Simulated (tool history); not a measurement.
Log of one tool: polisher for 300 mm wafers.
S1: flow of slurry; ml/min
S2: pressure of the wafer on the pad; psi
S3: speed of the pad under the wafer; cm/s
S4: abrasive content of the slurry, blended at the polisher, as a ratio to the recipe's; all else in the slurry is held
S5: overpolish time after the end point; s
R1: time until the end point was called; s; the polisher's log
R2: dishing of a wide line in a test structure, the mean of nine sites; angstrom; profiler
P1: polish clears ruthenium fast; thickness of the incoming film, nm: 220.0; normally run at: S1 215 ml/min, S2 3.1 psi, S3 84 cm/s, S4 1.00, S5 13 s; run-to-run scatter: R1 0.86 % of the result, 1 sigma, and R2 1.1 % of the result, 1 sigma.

run	hour	S1	S2	S3	S4	S5	R1	R2
1	9.2	215	3.1	84	1.00	13	68.605	251.48
2	19.6	215	3.1	56	1.00	13	103.380	194.62
3	26.7	215	3.1	130	1.00	13	44.948	318.62
4	33.0	295	4.3	84	1.00	13	47.573	306.65
5	39.8	130	3.1	84	1.00	13	74.983	242.22
6	48.8	215	3.1	84	1.35	13	61.195	277.03
7	56.5	215	3.1	84	1.00	4	69.502	103.15
8	64.7	215	3.1	84	1.00	13	68.519	254.01
# hour 76.1: head pressure recalibrated
9	77.8	340	3.1	84	1.00	13	66.126	260.97
10	84.2	215	3.1	84	0.50	13	99.464	204.17
11	95.9	215	4.8	84	1.00	23	44.189	387.33
12	106.8	215	1.4	84	1.00	13	151.950	145.50
13	115.3	215	4.6	84	1.00	13	46.345	320.54
14	123.5	215	3.1	84	1.00	13	68.141	254.36
15	130.7	215	4.5	60	1.00	13	66.121	255.29
16	138.9	215	3.1	84	1.00	23	68.716	339.54
17	150.0	215	3.1	84	1.00	13	70.021	258.61
18	162.4	215	3.1	84	1.00	13	68.940	259.61
19	174.7	215	3.1	84	1.00	13	73.967	250.75
20	182.0	215	3.1	84	1.00	13	74.449	245.99
# hour 194.0: slurry nozzle cleaned
21	194.8	215	3.1	84	1.00	13	75.821	243.89
# hour 200.8: head pressure recalibrated
22	206.8	215	3.1	84	1.00	13	75.724	242.01
23	219.5	215	3.1	84	1.00	13	77.138	241.75
24	228.3	215	3.1	84	1.00	13	76.107	240.17

What P1 gives has crept away from where it was. These 2 causes fit the log equally well, each at the size given:
A: removal rate lost through wear of the pad, % = 9.13
B: abrasive missing from the slurry, % = 18.1
The creep began at about hour 162.4.
Why every other cause is out:
slurry flow missing at the pad, %: serviced at hour 194.0, which brought nothing back
head's pressure below its setpoint, %: serviced at hour 200.8, which brought nothing back

4 check runs are offered, each on 5 wafers whose results are averaged, their results left as question marks. Which one tells the causes apart?
check 1	237.1	215	3.1	84	0.55	8	?	?
check 2	237.1	335	3.1	118	1.00	13	?	?
check 3	237.1	130	1.8	84	1.00	13	?	?
check 4	237.1	130	3.1	84	1.00	13	?	?

What each check would give under each cause:
check	result	if A	if B
check 1	R1	104.400	107.490
check 1	R2	134.10	130.92
check 2	R1	51.819	51.818
check 2	R2	300.19	300.19
check 3	R1	141.800	141.800
check 3	R2	154.87	154.87
check 4	R1	82.337	82.336
check 4	R2	229.63	229.63
How far apart the two closest causes lie, in the result that separates them most: check 1 2.92 %; check 2 0 %; check 3 0 %; check 4 0 %
Only check 1 tells the causes apart: in the others they would give nearly the same result.

Then check 1 was run and gave: R1 104.760 s; R2 134.89 angstrom. Which cause is it?

It is A: removal rate lost through wear of the pad, %.

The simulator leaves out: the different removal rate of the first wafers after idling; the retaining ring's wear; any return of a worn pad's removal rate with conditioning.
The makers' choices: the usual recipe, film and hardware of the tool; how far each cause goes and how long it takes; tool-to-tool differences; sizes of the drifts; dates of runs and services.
